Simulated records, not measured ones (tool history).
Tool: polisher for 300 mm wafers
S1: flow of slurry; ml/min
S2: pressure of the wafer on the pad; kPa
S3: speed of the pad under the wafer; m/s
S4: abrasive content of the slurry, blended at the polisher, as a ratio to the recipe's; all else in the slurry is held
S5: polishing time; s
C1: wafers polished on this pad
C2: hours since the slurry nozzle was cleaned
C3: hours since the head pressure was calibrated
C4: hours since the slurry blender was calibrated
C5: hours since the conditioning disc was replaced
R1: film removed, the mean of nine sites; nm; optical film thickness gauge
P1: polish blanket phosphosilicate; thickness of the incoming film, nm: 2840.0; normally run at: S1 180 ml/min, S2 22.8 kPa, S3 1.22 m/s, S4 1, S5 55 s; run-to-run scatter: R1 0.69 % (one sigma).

run 1 hour=6.4 | S1=180 S2=22.8 S3=1.22 S4=1 S5=55 | C1=701 C2=276.3 C3=868.8 C4=51.9 C5=311.7 | R1=482.19
run 2 hour=10.9 | S1=180 S2=11 S3=1.22 S4=1 S5=55 | C1=751 C2=280.8 C3=873.3 C4=56.4 C5=316.2 | R1=233.08
run 3 hour=17.5 | S1=180 S2=15.9 S3=0.74 S4=1 S5=55 | C1=824 C2=287.4 C3=879.9 C4=63 C5=322.8 | R1=223.4
run 4 hour=26.6 | S1=180 S2=22.8 S3=1.22 S4=1 S5=55 | C1=926 C2=296.5 C3=889 C4=72.1 C5=331.9 | R1=478.54
run 5 hour=32.9 | S1=180 S2=22.8 S3=0.74 S4=1 S5=55 | C1=996 C2=302.8 C3=895.3 C4=78.4 C5=338.2 | R1=325.86
run 6 hour=39.9 | S1=180 S2=22.8 S3=1.58 S4=1 S5=55 | C1=1074 C2=309.8 C3=902.3 C4=85.4 C5=345.2 | R1=596.61
run 7 hour=48.6 | S1=180 S2=22.8 S3=1.22 S4=0.55 S5=55 | C1=1170 C2=318.5 C3=911 C4=94.1 C5=353.9 | R1=351.57
run 8 hour=55.3 | S1=180 S2=22.8 S3=1.22 S4=1 S5=55 | C1=1245 C2=325.2 C3=917.7 C4=100.8 C5=360.6 | R1=486.17
run 9 hour=60.8 | S1=180 S2=22.8 S3=1.22 S4=1 S5=74 | C1=1306 C2=330.7 C3=923.2 C4=106.3 C5=366.1 | R1=655.92
run 10 hour=68.3 | S1=250 S2=22.8 S3=1.22 S4=1 S5=55 | C1=1389 C2=338.2 C3=930.7 C4=113.8 C5=373.6 | R1=507.11
run 11 hour=77.1 | S1=180 S2=22.8 S3=1.22 S4=1 S5=55 | C1=1487 C2=347 C3=939.5 C4=122.6 C5=382.4 | R1=483.7
run 12 hour=85.6 | S1=180 S2=22.8 S3=1.22 S4=1 S5=25 | C1=1582 C2=355.5 C3=948 C4=131.1 C5=390.9 | R1=219.24
run 13 hour=89.8 | S1=235 S2=22.8 S3=0.56 S4=1 S5=55 | C1=1629 C2=359.7 C3=952.2 C4=135.3 C5=395.1 | R1=268.67
run 14 hour=98.9 | S1=110 S2=22.8 S3=1.22 S4=1 S5=73 | C1=1730 C2=368.8 C3=961.3 C4=144.4 C5=404.2 | R1=587.61
run 15 hour=107.4 | S1=180 S2=22.8 S3=1.22 S4=1.5 S5=55 | C1=1824 C2=377.3 C3=969.8 C4=152.9 C5=412.7 | R1=571.05
run 16 hour=111.6 | S1=110 S2=22.8 S3=1.22 S4=1 S5=55 | C1=1871 C2=381.5 C3=974 C4=157.1 C5=416.9 | R1=438.36
run 17 hour=119.8 | S1=180 S2=34.5 S3=1.22 S4=1 S5=55 | C1=1962 C2=389.7 C3=982.2 C4=165.3 C5=425.1 | R1=732.31
run 18 hour=125.1 | S1=180 S2=22.8 S3=1.22 S4=1 S5=55 | C1=2021 C2=395 C3=987.5 C4=170.6 C5=430.4 | R1=477.21
run 19 hour=131.5 | S1=180 S2=22.8 S3=1.22 S4=1 S5=55 | C1=2092 C2=401.4 C3=993.9 C4=177 C5=436.8 | R1=452.62
run 20 hour=135.9 | S1=180 S2=22.8 S3=1.22 S4=1 S5=55 | C1=2141 C2=405.8 C3=998.3 C4=181.4 C5=441.2 | R1=445.99
-- hour=141 conditioning disc replaced and pad reconditioned
run 21 hour=142.6 | S1=180 S2=22.8 S3=1.22 S4=1 S5=55 | C1=2216 C2=412.5 C3=1005 C4=188.1 C5=1.7 | R1=431.6
-- hour=146.5 slurry nozzle cleaned
run 22 hour=146.6 | S1=180 S2=22.8 S3=1.22 S4=1 S5=55 | C1=2260 C2=0.1 C3=1009 C4=192.1 C5=5.7 | R1=429.9

Forecast run 23:
-- hour=146.7 head pressure recalibrated
run 23 hour=151.7 | S1=180 S2=22.8 S3=1.22 S4=1 S5=55 | C1=2317 C2=5.2 C3=5.1 C4=197.2 C5=10.8 | R1=?

{"run 23": {"R1": 431.78}}

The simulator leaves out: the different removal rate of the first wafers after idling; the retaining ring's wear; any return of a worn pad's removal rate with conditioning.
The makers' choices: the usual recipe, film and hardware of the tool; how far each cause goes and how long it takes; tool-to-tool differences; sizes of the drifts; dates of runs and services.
